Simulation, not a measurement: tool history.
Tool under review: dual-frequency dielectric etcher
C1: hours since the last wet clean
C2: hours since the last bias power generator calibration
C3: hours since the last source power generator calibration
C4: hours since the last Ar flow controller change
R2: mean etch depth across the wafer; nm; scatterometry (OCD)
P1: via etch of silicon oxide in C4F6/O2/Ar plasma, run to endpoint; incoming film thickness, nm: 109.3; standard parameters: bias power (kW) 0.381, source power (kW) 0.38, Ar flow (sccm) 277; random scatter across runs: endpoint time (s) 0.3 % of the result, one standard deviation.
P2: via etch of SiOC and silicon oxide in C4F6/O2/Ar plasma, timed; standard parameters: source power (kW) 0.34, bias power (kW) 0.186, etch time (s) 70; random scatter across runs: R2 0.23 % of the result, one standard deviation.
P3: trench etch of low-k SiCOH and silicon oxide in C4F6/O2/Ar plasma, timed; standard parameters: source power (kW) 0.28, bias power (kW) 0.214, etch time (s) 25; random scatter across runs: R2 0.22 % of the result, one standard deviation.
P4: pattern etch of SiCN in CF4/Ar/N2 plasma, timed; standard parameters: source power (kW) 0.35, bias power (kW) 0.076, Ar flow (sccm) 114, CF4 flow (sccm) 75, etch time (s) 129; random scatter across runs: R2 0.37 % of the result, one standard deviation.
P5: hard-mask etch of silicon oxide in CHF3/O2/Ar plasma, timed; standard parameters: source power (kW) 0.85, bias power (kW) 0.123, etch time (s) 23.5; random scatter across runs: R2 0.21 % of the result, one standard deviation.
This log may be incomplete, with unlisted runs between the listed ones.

{"run": 1, "hour": 16.0, "process that ran": "P1", "bias power (kW)": 0.381, "source power (kW)": 0.38, "Ar flow (sccm)": 277, "C1": 98.7, "C2": 1246.4, "C3": 593.9, "C4": 513, "endpoint time (s)": 27.394}
{"run": 2, "hour": 32.4, "process that ran": "P3", "bias power (kW)": 0.214, "source power (kW)": 0.37, "etch time (s)": 25, "C1": 115.1, "C2": 1262.8, "C3": 610.3, "C4": 529.4, "R2": 75.61}
{"run": 3, "hour": 47.8, "process that ran": "P1", "bias power (kW)": 0.381, "source power (kW)": 0.38, "Ar flow (sccm)": 277, "C1": 130.5, "C2": 1278.2, "C3": 625.7, "C4": 544.8, "endpoint time (s)": 27.414}
{"run": 4, "hour": 58.4, "process that ran": "P5", "bias power (kW)": 0.123, "source power (kW)": 0.53, "etch time (s)": 23.5, "C1": 141.1, "C2": 1288.8, "C3": 636.3, "C4": 555.4, "R2": 38.959}
{"run": 5, "hour": 70.0, "process that ran": "P1", "bias power (kW)": 0.453, "source power (kW)": 0.38, "Ar flow (sccm)": 341, "C1": 152.7, "C2": 1300.4, "C3": 647.9, "C4": 567, "endpoint time (s)": 26.378}
{"run": 6, "hour": 87.3, "process that ran": "P1", "bias power (kW)": 0.381, "source power (kW)": 0.38, "Ar flow (sccm)": 193, "C1": 170, "C2": 1317.7, "C3": 665.2, "C4": 584.3, "endpoint time (s)": 26.418}
{"run": 7, "hour": 104.0, "process that ran": "P5", "bias power (kW)": 0.123, "source power (kW)": 0.85, "etch time (s)": 23.5, "C1": 186.7, "C2": 1334.4, "C3": 681.9, "C4": 601, "R2": 46.905}
{"run": 8, "hour": 122.9, "process that ran": "P4", "bias power (kW)": 0.076, "source power (kW)": 0.35, "Ar flow (sccm)": 114, "etch time (s)": 185.5, "CF4 flow (sccm)": 75, "C1": 205.6, "C2": 1353.3, "C3": 700.8, "C4": 619.9, "R2": 132.21}
{"run": 9, "hour": 135.4, "process that ran": "P5", "bias power (kW)": 0.123, "source power (kW)": 0.85, "etch time (s)": 30, "C1": 218.1, "C2": 1365.8, "C3": 713.3, "C4": 632.4, "R2": 59.693}
{"run": 10, "hour": 149.4, "process that ran": "P1", "bias power (kW)": 0.297, "source power (kW)": 0.38, "Ar flow (sccm)": 277, "C1": 232.1, "C2": 1379.8, "C3": 727.3, "C4": 646.4, "endpoint time (s)": 30.082}
{"run": 11, "hour": 163.4, "process that ran": "P4", "bias power (kW)": 0.076, "source power (kW)": 0.35, "Ar flow (sccm)": 141, "etch time (s)": 129, "CF4 flow (sccm)": 75, "C1": 246.1, "C2": 1393.8, "C3": 741.3, "C4": 660.4, "R2": 88.818}
{"run": 12, "hour": 180.9, "process that ran": "P3", "bias power (kW)": 0.297, "source power (kW)": 0.28, "etch time (s)": 25, "C1": 263.6, "C2": 1411.3, "C3": 758.8, "C4": 677.9, "R2": 76.456}
{"run": 13, "hour": 193.8, "process that ran": "P2", "bias power (kW)": 0.186, "source power (kW)": 0.34, "etch time (s)": 70, "C1": 276.5, "C2": 1424.2, "C3": 771.7, "C4": 690.8, "R2": 74.306}
{"run": 14, "hour": 211.9, "process that ran": "P1", "bias power (kW)": 0.381, "source power (kW)": 0.38, "Ar flow (sccm)": 277, "C1": 294.6, "C2": 1442.3, "C3": 789.8, "C4": 708.9, "endpoint time (s)": 27.505}
{"run": 15, "hour": 226.6, "process that ran": "P5", "bias power (kW)": 0.162, "source power (kW)": 0.85, "etch time (s)": 23.5, "C1": 309.3, "C2": 1457, "C3": 804.5, "C4": 723.6, "R2": 51.116}
{"run": 16, "hour": 245.4, "process that ran": "P4", "bias power (kW)": 0.076, "source power (kW)": 0.35, "Ar flow (sccm)": 114, "etch time (s)": 129, "CF4 flow (sccm)": 75, "C1": 328.1, "C2": 1475.8, "C3": 823.3, "C4": 742.4, "R2": 91.794}
{"run": 17, "hour": 258.1, "process that ran": "P1", "bias power (kW)": 0.381, "source power (kW)": 0.38, "Ar flow (sccm)": 277, "C1": 340.8, "C2": 1488.5, "C3": 836, "C4": 755.1, "endpoint time (s)": 27.632}
{"run": 18, "hour": 276.9, "process that ran": "P4", "bias power (kW)": 0.076, "source power (kW)": 0.35, "Ar flow (sccm)": 114, "etch time (s)": 129, "CF4 flow (sccm)": 52, "C1": 359.6, "C2": 1507.3, "C3": 854.8, "C4": 773.9, "R2": 87.127}
{"run": 19, "hour": 285.9, "process that ran": "P4", "bias power (kW)": 0.076, "source power (kW)": 0.35, "Ar flow (sccm)": 114, "etch time (s)": 129, "CF4 flow (sccm)": 75, "C1": 368.6, "C2": 1516.3, "C3": 863.8, "C4": 782.9, "R2": 92.332}
{"run": 20, "hour": 299.0, "process that ran": "P1", "bias power (kW)": 0.381, "source power (kW)": 0.38, "Ar flow (sccm)": 277, "C1": 381.7, "C2": 1529.4, "C3": 876.9, "C4": 796, "endpoint time (s)": 27.51}
{"run": 21, "hour": 309.8, "process that ran": "P1", "bias power (kW)": 0.381, "source power (kW)": 0.27, "Ar flow (sccm)": 277, "C1": 392.5, "C2": 1540.2, "C3": 887.7, "C4": 806.8, "endpoint time (s)": 31.211}
{"run": 22, "hour": 318.4, "process that ran": "P3", "bias power (kW)": 0.214, "source power (kW)": 0.28, "etch time (s)": 14, "C1": 401.1, "C2": 1548.8, "C3": 896.3, "C4": 815.4, "R2": 38.022}
{"run": 23, "hour": 328.1, "process that ran": "P2", "bias power (kW)": 0.186, "source power (kW)": 0.46, "etch time (s)": 70, "C1": 410.8, "C2": 1558.5, "C3": 906, "C4": 825.1, "R2": 83.438}
{"run": 24, "hour": 339.1, "process that ran": "P1", "bias power (kW)": 0.51, "source power (kW)": 0.38, "Ar flow (sccm)": 277, "C1": 421.8, "C2": 1569.5, "C3": 917, "C4": 836.1, "endpoint time (s)": 24.746}
{"run": 25, "hour": 357.8, "process that ran": "P1", "bias power (kW)": 0.381, "source power (kW)": 0.38, "Ar flow (sccm)": 368, "C1": 440.5, "C2": 1588.2, "C3": 935.7, "C4": 854.8, "endpoint time (s)": 28.501}
{"run": 26, "hour": 376.5, "process that ran": "P1", "bias power (kW)": 0.381, "source power (kW)": 0.48, "Ar flow (sccm)": 277, "C1": 459.2, "C2": 1606.9, "C3": 954.4, "C4": 873.5, "endpoint time (s)": 25.301}
{"run": 27, "hour": 387.4, "process that ran": "P2", "bias power (kW)": 0.186, "source power (kW)": 0.34, "etch time (s)": 42, "C1": 470.1, "C2": 1617.8, "C3": 965.3, "C4": 884.4, "R2": 44.413}
{"run": 28, "hour": 396.0, "process that ran": "P3", "bias power (kW)": 0.214, "source power (kW)": 0.28, "etch time (s)": 25, "C1": 478.7, "C2": 1626.4, "C3": 973.9, "C4": 893, "R2": 67.781}
{"run": 29, "hour": 405.8, "process that ran": "P1", "bias power (kW)": 0.289, "source power (kW)": 0.24, "Ar flow (sccm)": 277, "C1": 488.5, "C2": 1636.2, "C3": 983.7, "C4": 902.8, "endpoint time (s)": 35.889}
{"run": 30, "hour": 421.8, "process that ran": "P1", "bias power (kW)": 0.481, "source power (kW)": 0.38, "Ar flow (sccm)": 231, "C1": 504.5, "C2": 1652.2, "C3": 999.7, "C4": 918.8, "endpoint time (s)": 24.549}
{"run": 31, "hour": 432.1, "process that ran": "P2", "bias power (kW)": 0.256, "source power (kW)": 0.34, "etch time (s)": 70, "C1": 514.8, "C2": 1662.5, "C3": 1010, "C4": 929.1, "R2": 82.372}
{"run": 32, "hour": 450.5, "process that ran": "P3", "bias power (kW)": 0.214, "source power (kW)": 0.28, "etch time (s)": 25, "C1": 533.2, "C2": 1680.9, "C3": 1028.4, "C4": 947.5, "R2": 67.876}
{"run": 33, "hour": 461.0, "process that ran": "P4", "bias power (kW)": 0.097, "source power (kW)": 0.35, "Ar flow (sccm)": 114, "etch time (s)": 129, "CF4 flow (sccm)": 75, "C1": 543.7, "C2": 1691.4, "C3": 1038.9, "C4": 958, "R2": 101.2}
{"run": 34, "hour": 480.2, "process that ran": "P1", "bias power (kW)": 0.381, "source power (kW)": 0.38, "Ar flow (sccm)": 277, "C1": 562.9, "C2": 1710.6, "C3": 1058.1, "C4": 977.2, "endpoint time (s)": 27.548}
{"run": 35, "hour": 492.2, "process that ran": "P4", "bias power (kW)": 0.076, "source power (kW)": 0.23, "Ar flow (sccm)": 114, "etch time (s)": 129, "CF4 flow (sccm)": 75, "C1": 574.9, "C2": 1722.6, "C3": 1070.1, "C4": 989.2, "R2": 63.316}
{"run": 36, "hour": 504.8, "process that ran": "P1", "bias power (kW)": 0.381, "source power (kW)": 0.38, "Ar flow (sccm)": 277, "C1": 587.5, "C2": 1735.2, "C3": 1082.7, "C4": 1001.8, "endpoint time (s)": 27.51}
{"run": 37, "hour": 516.3, "process that ran": "P1", "bias power (kW)": 0.381, "source power (kW)": 0.38, "Ar flow (sccm)": 277, "C1": 599, "C2": 1746.7, "C3": 1094.2, "C4": 1013.3, "endpoint time (s)": 27.558}
{"run": 38, "hour": 531.1, "process that ran": "P1", "bias power (kW)": 0.381, "source power (kW)": 0.38, "Ar flow (sccm)": 277, "C1": 613.8, "C2": 1761.5, "C3": 1109, "C4": 1028.1, "endpoint time (s)": 27.808}
{"run": 39, "hour": 540.2, "process that ran": "P1", "bias power (kW)": 0.381, "source power (kW)": 0.38, "Ar flow (sccm)": 277, "C1": 622.9, "C2": 1770.6, "C3": 1118.1, "C4": 1037.2, "endpoint time (s)": 27.939}
{"run": 40, "hour": 550.4, "process that ran": "P1", "bias power (kW)": 0.381, "source power (kW)": 0.38, "Ar flow (sccm)": 277, "C1": 633.1, "C2": 1780.8, "C3": 1128.3, "C4": 1047.4, "endpoint time (s)": 27.883}
{"hour": 560.8, "done": "wet clean of the chamber"}
{"run": 41, "hour": 563.1, "process that ran": "P1", "bias power (kW)": 0.381, "source power (kW)": 0.38, "Ar flow (sccm)": 277, "C1": 2.3, "C2": 1793.5, "C3": 1141, "C4": 1060.1, "endpoint time (s)": 27.875}
{"hour": 564.6, "done": "Ar flow controller replaced"}
{"run": 42, "hour": 575.4, "process that ran": "P1", "bias power (kW)": 0.381, "source power (kW)": 0.38, "Ar flow (sccm)": 277, "C1": 14.6, "C2": 1805.8, "C3": 1153.3, "C4": 10.8, "endpoint time (s)": 27.88}
{"run": 43, "hour": 584.1, "process that ran": "P1", "bias power (kW)": 0.381, "source power (kW)": 0.38, "Ar flow (sccm)": 277, "C1": 23.3, "C2": 1814.5, "C3": 1162, "C4": 19.5, "endpoint time (s)": 27.817}
{"run": 44, "hour": 599.7, "process that ran": "P1", "bias power (kW)": 0.381, "source power (kW)": 0.38, "Ar flow (sccm)": 277, "C1": 38.9, "C2": 1830.1, "C3": 1177.6, "C4": 35.1, "endpoint time (s)": 27.995}

The log shows P1 creeping away from where it was. Any of the 2 causes listed here, at the size stated for it, fits the log just as well as the others:
A: bias power that arrives under what is set, % = 4.09
B: source power that arrives under what is set, % = 3.94
Creep in the process output first set in at about hour 504.8.
Ruled out, with reasons:
chamber walls in a state that lowers the etch rate, %: serviced at hour 560.8, after the drift had started, without restoring the earlier output
Ar flow that arrives over what is set, %: serviced at hour 564.6, after the drift had started, without restoring the earlier output

Of the 4 check runs below, each run on 2 wafers with the results averaged and each result still a question mark, which one would tell the listed causes apart?
{"run": "check 1", "hour": 615.3, "process that ran": "P4", "bias power (kW)": 0.076, "source power (kW)": 0.35, "Ar flow (sccm)": 114, "etch time (s)": 165, "CF4 flow (sccm)": 75, "R2": "?"}
{"run": "check 2", "hour": 615.3, "process that ran": "P2", "bias power (kW)": 0.252, "source power (kW)": 0.34, "etch time (s)": 47.5, "R2": "?"}
{"run": "check 3", "hour": 615.3, "process that ran": "P3", "bias power (kW)": 0.284, "source power (kW)": 0.28, "etch time (s)": 16, "R2": "?"}
{"run": "check 4", "hour": 615.3, "process that ran": "P5", "bias power (kW)": 0.156, "source power (kW)": 0.85, "etch time (s)": 23.5, "R2": "?"}

How each check would come out, cause by cause:
check=check_1 result=R2 if_A=115.83 if_B=113.52
check=check_2 result=R2 if_A=54.935 if_B=54.893
check=check_3 result=R2 if_A=47.224 if_B=47.202
check=check_4 result=R2 if_A=49.783 if_B=49.663
Smallest distance between any two causes, each pair judged by its most separating result, in per cent: check 1 2.02 %; check 2 0.08 %; check 3 0.05 %; check 4 0.24 %
The other checks would show nearly matching results whichever cause is true, so check 1 is the only one that separates the causes.

After running check 1, the following was obtained: R2 113.61 nm. Which cause does this point to?

It was cause B: source power that arrives under what is set, %.
